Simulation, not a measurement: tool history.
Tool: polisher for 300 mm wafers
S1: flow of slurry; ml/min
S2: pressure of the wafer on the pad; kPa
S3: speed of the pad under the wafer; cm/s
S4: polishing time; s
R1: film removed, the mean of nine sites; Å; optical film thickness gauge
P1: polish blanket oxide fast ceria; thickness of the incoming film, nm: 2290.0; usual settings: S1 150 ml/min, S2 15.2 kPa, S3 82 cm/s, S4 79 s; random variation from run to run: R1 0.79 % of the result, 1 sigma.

| run | hour | S1 | S2 | S3 | S4 | R1 |
|---|---|---|---|---|---|---|
| 1 | 5.3 | 150 | 15.2 | 82 | 79 | 7817.9 |
| 2 | 9.2 | 215 | 15.2 | 100 | 79 | 10266.0 |
| 3 | 13.0 | 150 | 15.2 | 82 | 79 | 7959.0 |
| 4 | 18.9 | 190 | 15.2 | 106 | 79 | 10643.0 |
| 5 | 22.0 | 150 | 15.2 | 82 | 79 | 7888.1 |
| 6 | 25.2 | 150 | 15.2 | 82 | 37 | 3703.3 |
| 7 | 29.1 | 195 | 15.2 | 82 | 79 | 8302.9 |
| 8 | 34.1 | 150 | 15.2 | 100 | 99 | 12152.0 |
| 9 | 38.7 | 150 | 24.1 | 82 | 79 | 12559.0 |
| 10 | 44.0 | 150 | 15.2 | 82 | 79 | 7872.4 |
| 11 | 50.0 | 150 | 15.2 | 40 | 79 | 3865.5 |
| 12 | 54.6 | 150 | 6.9 | 82 | 79 | 3672.0 |
| 13 | 58.3 | 150 | 15.2 | 82 | 126 | 12797.0 |
| 14 | 63.0 | 90 | 15.2 | 82 | 79 | 7132.9 |
| 15 | 68.8 | 150 | 15.2 | 82 | 79 | 7973.5 |
| 16 | 73.1 | 150 | 15.2 | 122 | 79 | 11880.0 |
| 17 | 78.0 | 150 | 15.2 | 82 | 79 | 8032.8 |
| 18 | 83.3 | 150 | 15.2 | 82 | 79 | 7563.5 |
| 19 | 88.1 | 150 | 15.2 | 82 | 79 | 7514.9 |
|  | 91.5 | worn pad replaced by a new one |
| 20 | 94.2 | 150 | 15.2 | 82 | 79 | 7394.3 |
| 21 | 97.0 | 150 | 15.2 | 82 | 79 | 7400.2 |
| 22 | 101.9 | 150 | 15.2 | 82 | 79 | 7390.8 |
| 23 | 107.7 | 150 | 15.2 | 82 | 79 | 7456.2 |

What P1 gives has crept away from where it was. These 2 causes fit the log equally well, each at the size given:
A: slurry flow missing at the pad, % = 30.8
B: head's pressure below its setpoint, % = 7.26
The creep began at about hour 78.0.
Why every other cause is out:
removal rate lost through wear of the pad, %: serviced at hour 91.5, which brought nothing back

4 check runs are offered, each on 2 wafers whose results are averaged, their results left as question marks. Which one tells the causes apart?
| check 1 | 113.5 | 150 | 24.1 | 82 | 118 | ? |
| check 2 | 113.5 | 90 | 15.2 | 82 | 50 | ? |
| check 3 | 113.5 | 150 | 6.9 | 82 | 104 | ? |
| check 4 | 113.5 | 150 | 21.4 | 42 | 79 | ? |

What each check would give under each cause:
| check | result | if A | if B |
|---|---|---|---|
| check 1 | R1 | 17553.0 | 17553.0 |
| check 2 | R1 | 4006.3 | 4180.2 |
| check 3 | R1 | 4420.2 | 4420.0 |
| check 4 | R1 | 5331.4 | 5331.1 |
How far apart the two closest causes lie, in the result that separates them most: check 1 0.01 %; check 2 4.25 %; check 3 0.01 %; check 4 0.01 %
Only check 2 tells the causes apart: in the others they would give nearly the same result.

Then check 2 was run and gave: R1 4187.0 Å. Which cause is it?

It is B: head's pressure below its setpoint, %.
